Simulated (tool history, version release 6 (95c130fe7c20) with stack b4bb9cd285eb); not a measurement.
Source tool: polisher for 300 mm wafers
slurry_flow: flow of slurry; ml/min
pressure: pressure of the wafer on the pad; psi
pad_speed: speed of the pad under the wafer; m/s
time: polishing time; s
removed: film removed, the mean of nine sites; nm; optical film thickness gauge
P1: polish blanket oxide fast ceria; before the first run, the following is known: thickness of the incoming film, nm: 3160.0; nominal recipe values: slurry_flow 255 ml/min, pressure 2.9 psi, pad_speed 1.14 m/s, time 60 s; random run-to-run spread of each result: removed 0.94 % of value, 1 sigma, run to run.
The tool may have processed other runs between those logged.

run	hour	slurry_flow	pressure	pad_speed	time	wafers polished on this pad	hours since the slurry nozzle was cleaned	hours since the head pressure was calibrated	removed
1	13.5	255	2.9	1.14	60	864	499.9	284.7	1173
2	25.4	255	2.9	1.14	60	990	511.8	296.6	1152
3	32.9	255	2.9	1.14	60	1069	519.3	304.1	1162.7
4	48.9	255	1.6	1.14	60	1238	535.3	320.1	656.91
5	64.6	255	3.9	1.14	60	1404	551	335.8	1569
# hour 68.9: slurry nozzle cleaned
6	78.6	255	2.9	1.14	30	1551	9.7	349.8	599.83
7	86	255	2.9	1.78	60	1629	17.1	357.2	1840.5
8	100.4	255	2.9	1.14	60	1781	31.5	371.6	1170.8
9	109.3	255	2.9	1.14	60	1875	40.4	380.5	1164.2
10	124.4	255	2.9	1.14	76	2034	55.5	395.6	1481.7
11	140.1	155	3.9	1.14	60	2200	71.2	411.3	1492.4
12	152.3	255	2.9	1.14	60	2329	83.4	423.5	1182.6
13	165.4	255	2.9	0.52	60	2467	96.5	436.6	542.43
14	176.8	155	2.9	1.14	60	2587	107.9	448	1087.8
15	187.4	345	2.9	1.14	60	2699	118.5	458.6	1217.5
16	199.6	255	2.9	1.14	60	2828	130.7	470.8	1201.7
17	207.6	255	2.9	1.14	60	2912	138.7	478.8	1159.9
18	221.9	255	2.9	1.14	60	3063	153	493.1	1143.2
19	237.8	255	2.9	1.14	60	3231	168.9	509	1099.3
20	245.8	255	2.9	1.14	60	3315	176.9	517	1109.3
# hour 255: head pressure recalibrated
21	257.7	255	2.9	1.14	60	3441	188.8	2.8	1121.3
22	269.1	255	2.9	1.14	60	3561	200.2	14.2	1100.6
23	276.8	255	2.9	1.14	60	3643	207.9	21.9	1110.5

P1 has crept away from where it was. The log is fitted equally well by each of these 2 causes, at the sizes shown:
A: slurry flow missing at the pad, % = 39.2
B: removal rate lost through wear of the pad, % = 6.5
The onset of the drift is placed at about hour 199.6.
Ruled out, with reasons:
head's pressure below its setpoint, %: its service at hour 255 followed the start of the drift and did not put the process back to its old value

Which of the 4 check runs listed below, each an average over 5 wafers with its results shown as question marks, gives clearly different results under the different listed causes?
check 1	284.5	255	1.8	1.42	60				?
check 2	284.5	255	2.2	0.82	60				?
check 3	284.5	255	2.9	1.76	33				?
check 4	284.5	165	2.9	1.14	60				?

What every check run would give for each of its results, assuming each possible cause in turn:
check	result	if A	if B
check 1	removed	851.58	851.67
check 2	removed	601.04	601.1
check 3	removed	935.28	935.37
check 4	removed	1006.3	1040.5
Smallest distance between any two causes, each pair judged by its most separating result, in per cent: check 1 0.01 %; check 2 0.01 %; check 3 0.01 %; check 4 3.34 %
Check 4 is the one run that separates the causes; every other check would come out nearly the same whichever cause is at work.

After running check 4, the following was obtained: removed 1003.6 nm. Which cause does this point to?

It was cause A: slurry flow missing at the pad, %.
